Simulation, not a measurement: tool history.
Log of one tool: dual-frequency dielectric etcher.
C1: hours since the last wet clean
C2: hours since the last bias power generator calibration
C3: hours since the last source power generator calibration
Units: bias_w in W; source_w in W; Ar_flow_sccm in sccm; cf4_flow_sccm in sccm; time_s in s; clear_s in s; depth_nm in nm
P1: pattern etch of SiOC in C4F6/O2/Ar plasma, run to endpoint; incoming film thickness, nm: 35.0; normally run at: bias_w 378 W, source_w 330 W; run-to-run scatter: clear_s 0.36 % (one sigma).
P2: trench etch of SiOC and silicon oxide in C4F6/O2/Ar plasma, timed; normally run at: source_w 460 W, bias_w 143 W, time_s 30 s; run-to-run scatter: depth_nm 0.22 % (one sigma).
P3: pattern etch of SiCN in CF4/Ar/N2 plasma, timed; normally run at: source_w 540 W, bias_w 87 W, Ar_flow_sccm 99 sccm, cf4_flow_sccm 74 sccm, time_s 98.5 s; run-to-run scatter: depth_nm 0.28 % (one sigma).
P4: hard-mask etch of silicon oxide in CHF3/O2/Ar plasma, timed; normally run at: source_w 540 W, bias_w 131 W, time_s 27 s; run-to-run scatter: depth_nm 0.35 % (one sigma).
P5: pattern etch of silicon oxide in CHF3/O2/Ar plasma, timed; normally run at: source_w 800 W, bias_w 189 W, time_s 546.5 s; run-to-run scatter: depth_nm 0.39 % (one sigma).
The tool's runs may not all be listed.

Run 1, day 0.225: process P1, bias_w 378 W, source_w 330 W; C1 165.9; C2 795.9; C3 1069.7. Result: clear_s 13.448 s.
Run 2, day 0.417: process P1, bias_w 378 W, source_w 330 W; C1 170.5; C2 800.5; C3 1074.3. Result: clear_s 13.573 s.
Run 3, day 0.562: process P3, bias_w 87 W, source_w 540 W, Ar_flow_sccm 99 sccm, cf4_flow_sccm 74 sccm, time_s 98.5 s; C1 174; C2 804; C3 1077.8. Result: depth_nm 105.04 nm.
Run 4, day 0.704: process P3, bias_w 87 W, source_w 540 W, Ar_flow_sccm 61 sccm, cf4_flow_sccm 74 sccm, time_s 98.5 s; C1 177.4; C2 807.4; C3 1081.2. Result: depth_nm 111.66 nm.
Run 5, day 0.838: process P1, bias_w 378 W, source_w 330 W; C1 180.6; C2 810.6; C3 1084.4. Result: clear_s 13.404 s.
Run 6, day 1.083: process P3, bias_w 87 W, source_w 540 W, Ar_flow_sccm 99 sccm, cf4_flow_sccm 74 sccm, time_s 98.5 s; C1 186.5; C2 816.5; C3 1090.3. Result: depth_nm 104.67 nm.
Run 7, day 1.288: process P2, bias_w 143 W, source_w 460 W, time_s 30 s; C1 191.4; C2 821.4; C3 1095.2. Result: depth_nm 58.676 nm.
Run 8, day 1.512: process P4, bias_w 172 W, source_w 540 W, time_s 27 s; C1 196.8; C2 826.8; C3 1100.6. Result: depth_nm 49.121 nm.
Run 9, day 1.696: process P1, bias_w 514 W, source_w 330 W; C1 201.2; C2 831.2; C3 1105. Result: clear_s 12.112 s.
Run 10, day 1.829: process P1, bias_w 263 W, source_w 330 W; C1 204.4; C2 834.4; C3 1108.2. Result: clear_s 15.327 s.
Run 11, day 2.029: process P3, bias_w 61 W, source_w 540 W, Ar_flow_sccm 99 sccm, cf4_flow_sccm 74 sccm, time_s 98.5 s; C1 209.2; C2 839.2; C3 1113. Result: depth_nm 93.223 nm.
Run 12, day 2.221: process P2, bias_w 143 W, source_w 460 W, time_s 30 s; C1 213.8; C2 843.8; C3 1117.6. Result: depth_nm 58.74 nm.
Run 13, day 2.488: process P4, bias_w 131 W, source_w 540 W, time_s 15 s; C1 220.2; C2 850.2; C3 1124. Result: depth_nm 24.877 nm.
Run 14, day 2.662: process P5, bias_w 189 W, source_w 800 W, time_s 546.5 s; C1 224.4; C2 854.4; C3 1128.2. Result: depth_nm 1213.4 nm.
Run 15, day 2.883: process P1, bias_w 378 W, source_w 330 W; C1 229.7; C2 859.7; C3 1133.5. Result: clear_s 13.475 s.
Run 16, day 3.029: process P2, bias_w 187 W, source_w 460 W, time_s 30 s; C1 233.2; C2 863.2; C3 1137. Result: depth_nm 63.706 nm.
Run 17, day 3.183: process P2, bias_w 143 W, source_w 460 W, time_s 41 s; C1 236.9; C2 866.9; C3 1140.7. Result: depth_nm 80.198 nm.
Run 18, day 3.375: process P5, bias_w 189 W, source_w 470 W, time_s 546.5 s; C1 241.5; C2 871.5; C3 1145.3. Result: depth_nm 1000.6 nm.
Run 19, day 3.533: process P3, bias_w 87 W, source_w 540 W, Ar_flow_sccm 99 sccm, cf4_flow_sccm 104 sccm, time_s 98.5 s; C1 245.3; C2 875.3; C3 1149.1. Result: depth_nm 109.88 nm.
Run 20, day 3.817: process P3, bias_w 87 W, source_w 540 W, Ar_flow_sccm 99 sccm, cf4_flow_sccm 74 sccm, time_s 121.5 s; C1 252.1; C2 882.1; C3 1155.9. Result: depth_nm 129.33 nm.
Run 21, day 3.971: process P5, bias_w 260 W, source_w 800 W, time_s 546.5 s; C1 255.8; C2 885.8; C3 1159.6. Result: depth_nm 1364.2 nm.
At day 4.075: bias power generator calibrated.
Run 22, day 4.162: process P4, bias_w 131 W, source_w 720 W, time_s 27 s; C1 260.4; C2 2.1; C3 1164.2. Result: depth_nm 50.352 nm.
Run 23, day 4.3: process P5, bias_w 189 W, source_w 800 W, time_s 783.5 s; C1 263.7; C2 5.4; C3 1167.5. Result: depth_nm 1753.7 nm.
Run 24, day 4.533: process P3, bias_w 87 W, source_w 410 W, Ar_flow_sccm 99 sccm, cf4_flow_sccm 74 sccm, time_s 98.5 s; C1 269.3; C2 11; C3 1173.1. Result: depth_nm 82.152 nm.
Run 25, day 4.688: process P1, bias_w 378 W, source_w 260 W; C1 273; C2 14.7; C3 1176.8. Result: clear_s 14.742 s.
Run 26, day 4.912: process P1, bias_w 508 W, source_w 210 W; C1 278.4; C2 20.1; C3 1182.2. Result: clear_s 14.247 s.
Run 27, day 5.162: process P1, bias_w 378 W, source_w 400 W; C1 284.4; C2 26.1; C3 1188.2. Result: clear_s 12.602 s.
Run 28, day 5.425: process P1, bias_w 306 W, source_w 240 W; C1 290.7; C2 32.4; C3 1194.5. Result: clear_s 16.442 s.
Run 29, day 5.642: process P2, bias_w 143 W, source_w 610 W, time_s 30 s; C1 295.9; C2 37.6; C3 1199.7. Result: depth_nm 65.484 nm.
Run 30, day 5.879: process P4, bias_w 131 W, source_w 540 W, time_s 27 s; C1 301.6; C2 43.3; C3 1205.4. Result: depth_nm 45.035 nm.
Run 31, day 6.162: process P4, bias_w 131 W, source_w 540 W, time_s 27 s; C1 308.4; C2 50.1; C3 1212.2. Result: depth_nm 45.053 nm.
Run 32, day 6.429: process P1, bias_w 378 W, source_w 330 W; C1 314.8; C2 56.5; C3 1218.6. Result: clear_s 13.541 s.
Run 33, day 6.558: process P1, bias_w 378 W, source_w 330 W; C1 317.9; C2 59.6; C3 1221.7. Result: clear_s 13.568 s.
Run 34, day 6.779: process P1, bias_w 378 W, source_w 330 W; C1 323.2; C2 64.9; C3 1227. Result: clear_s 13.609 s.
Run 35, day 6.979: process P1, bias_w 378 W, source_w 330 W; C1 328; C2 69.7; C3 1231.8. Result: clear_s 13.691 s.
Run 36, day 7.196: process P1, bias_w 378 W, source_w 330 W; C1 333.2; C2 74.9; C3 1237. Result: clear_s 13.699 s.
Run 37, day 7.433: process P1, bias_w 378 W, source_w 330 W; C1 338.9; C2 80.6; C3 1242.7. Result: clear_s 13.722 s.

Forecast run 38:
At day 7.642: wet clean of the chamber.
Run 38, day 7.679: process P1, bias_w 378 W, source_w 330 W; C1 1; C2 86.5; C3 1248.6. Result: clear_s ?.

Run 38 gave clear_s 13.705 s.
